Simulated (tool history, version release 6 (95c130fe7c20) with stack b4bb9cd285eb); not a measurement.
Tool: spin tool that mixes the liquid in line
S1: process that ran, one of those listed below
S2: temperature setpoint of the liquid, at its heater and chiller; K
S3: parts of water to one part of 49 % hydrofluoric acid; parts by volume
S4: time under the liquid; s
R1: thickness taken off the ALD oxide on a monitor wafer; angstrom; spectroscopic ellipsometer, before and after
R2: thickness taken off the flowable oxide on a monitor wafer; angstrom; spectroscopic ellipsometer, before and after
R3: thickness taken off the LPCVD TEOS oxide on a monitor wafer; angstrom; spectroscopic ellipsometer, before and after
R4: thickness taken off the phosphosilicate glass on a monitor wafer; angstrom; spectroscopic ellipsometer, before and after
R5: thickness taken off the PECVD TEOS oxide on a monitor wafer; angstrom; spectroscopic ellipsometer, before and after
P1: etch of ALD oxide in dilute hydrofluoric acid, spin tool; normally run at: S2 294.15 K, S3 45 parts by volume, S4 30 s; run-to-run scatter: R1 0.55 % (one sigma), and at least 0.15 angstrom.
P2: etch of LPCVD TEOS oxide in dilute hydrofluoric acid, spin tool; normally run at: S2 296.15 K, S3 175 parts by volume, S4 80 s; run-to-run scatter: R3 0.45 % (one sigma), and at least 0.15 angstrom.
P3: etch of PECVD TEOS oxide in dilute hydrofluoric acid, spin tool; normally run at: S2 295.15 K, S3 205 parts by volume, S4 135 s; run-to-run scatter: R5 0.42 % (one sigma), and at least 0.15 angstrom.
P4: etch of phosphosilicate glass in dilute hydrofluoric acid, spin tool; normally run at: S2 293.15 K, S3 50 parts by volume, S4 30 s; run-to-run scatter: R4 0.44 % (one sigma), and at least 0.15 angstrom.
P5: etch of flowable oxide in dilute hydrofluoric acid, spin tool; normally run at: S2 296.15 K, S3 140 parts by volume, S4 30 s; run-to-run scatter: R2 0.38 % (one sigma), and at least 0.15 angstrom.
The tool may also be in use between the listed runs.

run,hour,S1,S2,S3,S4,R1,R2,R3,R4,R5
1,10.8,P1,294.15,45,30,203.86,,,,
2,22.5,P5,300.15,140,30,,72.887,,,
3,31.6,P1,294.15,45,45,305.18,,,,
4,37.2,P5,296.15,140,30,,62.447,,,
5,44.9,P5,296.15,140,30,,62.435,,,
6,51.1,P2,290.15,175,80,,,53.358,,
7,62.1,P4,293.15,50,30,,,,413.02,
8,73.1,P1,294.15,45,15,100.10,,,,
9,78.9,P3,295.15,205,260,,,,,213.420
10,86.9,P3,295.15,205,135,,,,,110.850
11,97.6,P1,290.15,45,30,171.16,,,,
12,105.9,P5,296.15,140,15,,31.294,,,
13,112.2,P2,296.15,175,80,,,67.152,,
14,120.6,P1,290.15,20,30,395.06,,,,
15,126.2,P3,301.65,205,135,,,,,140.730
16,137.1,P4,293.15,75,30,,,,266.15,
17,147.8,P4,299.65,50,30,,,,536.04,
18,156.7,P2,296.15,35,80,,,397.530,,
19,167.0,P4,293.15,50,30,,,,413.30,
20,177.1,P1,299.65,45,30,253.69,,,,
21,188.6,P1,294.15,75,30,116.58,,,,
22,195.9,P1,294.15,45,30,203.60,,,,
23,202.3,P4,293.15,50,15,,,,206.08,
# hour 212.4: thermometer replaced
24,212.7,P1,294.15,45,30,201.70,,,,
25,225.2,P1,294.15,45,30,203.92,,,,
26,232.9,P2,296.15,175,155,,,131.230,,
27,240.6,P3,295.15,335,135,,,,,59.379
28,252.6,P5,296.15,35,30,,283.820,,,
# hour 255.6: hydrofluoric acid flow meter replaced
29,258.6,P2,296.15,175,80,,,67.938,,
30,265.3,P1,294.15,45,30,202.66,,,,
31,271.5,P1,294.15,45,30,201.90,,,,
32,283.8,P1,294.15,20,30,464.68,,,,
33,295.8,P1,294.15,45,30,201.43,,,,
34,301.9,P1,294.15,45,30,196.93,,,,
35,314.5,P1,294.15,45,30,191.98,,,,
36,323.5,P1,294.15,45,30,190.84,,,,
37,332.4,P1,294.15,45,30,186.53,,,,
38,343.9,P1,294.15,45,30,185.59,,,,
39,354.5,P1,294.15,45,30,185.89,,,,
40,363.1,P1,294.15,45,30,184.75,,,,
41,370.4,P1,294.15,45,30,185.30,,,,
42,380.9,P1,294.15,45,30,183.63,,,,
43,388.3,P1,294.15,45,30,181.75,,,,

What P1 gives has crept away from where it was. These 2 causes fit the log equally well, each at the size given:
A: liquid colder than its thermometer reads (K) = 2.25
B: hydrofluoric acid flow below the setpoint (%) = 8.64
The creep began at about hour 295.8.

4 check runs are offered, one wafer each, their results left as question marks. Which one tells the causes apart?
check 1,395.7,P5,296.15,40,15,,?,,,
check 2,395.7,P4,293.15,75,15,,,,?,
check 3,395.7,P3,300.65,205,255,,,,,?
check 4,395.7,P2,296.15,80,80,,,?,,

What each check would give under each cause:
check,result,if A,if B
check 1,R2,112.440,112.400
check 2,R4,121.40,120.96
check 3,R5,234.850,227.490
check 4,R3,150.090,148.960
How far apart the two closest causes lie, in the result that separates them most: check 1 0.03 %; check 2 0.37 %; check 3 3.18 %; check 4 0.76 %
Only check 3 tells the causes apart: in the others they would give nearly the same result.

Then check 3 was run and gave: R5 228.060 angstrom. Which cause is it?

It is B: hydrofluoric acid flow below the setpoint (%).
